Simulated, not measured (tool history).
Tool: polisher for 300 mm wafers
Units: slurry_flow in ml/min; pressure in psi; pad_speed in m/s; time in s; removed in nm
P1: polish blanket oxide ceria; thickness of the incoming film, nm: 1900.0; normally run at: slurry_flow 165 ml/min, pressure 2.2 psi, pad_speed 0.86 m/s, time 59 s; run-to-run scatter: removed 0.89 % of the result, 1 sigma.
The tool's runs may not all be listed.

| run | day | slurry_flow | pressure | pad_speed | time | removed |
|---|---|---|---|---|---|---|
| 1 | 0.525 | 165 | 2.2 | 0.86 | 59 | 174.240 |
| 2 | 0.883 | 165 | 2.2 | 0.86 | 59 | 176.010 |
| 3 | 1.596 | 165 | 2.2 | 0.86 | 82 | 242.980 |
| 4 | 2.212 | 165 | 2.2 | 0.50 | 59 | 100.080 |
| 5 | 2.554 | 165 | 3.0 | 0.86 | 27 | 109.180 |
| 6 | 3.250 | 165 | 2.2 | 0.86 | 59 | 174.720 |
| 7 | 3.800 | 165 | 2.2 | 0.86 | 38 | 111.360 |
| 8 | 4.292 | 100 | 2.2 | 0.86 | 59 | 155.630 |
| 9 | 4.833 | 165 | 2.2 | 0.86 | 59 | 174.870 |
| 10 | 5.358 | 165 | 1.2 | 0.86 | 59 | 94.698 |
| 11 | 6.046 | 165 | 2.2 | 0.86 | 59 | 172.980 |
| 12 | 6.675 | 165 | 2.2 | 1.30 | 59 | 260.940 |
| 13 | 7.075 | 165 | 3.2 | 0.86 | 59 | 255.120 |

Run 14 comes next. What will it give?
| 14 | 7.679 | 260 | 2.2 | 0.86 | 59 | ? |

{"run 14": {"removed": 185.69}}
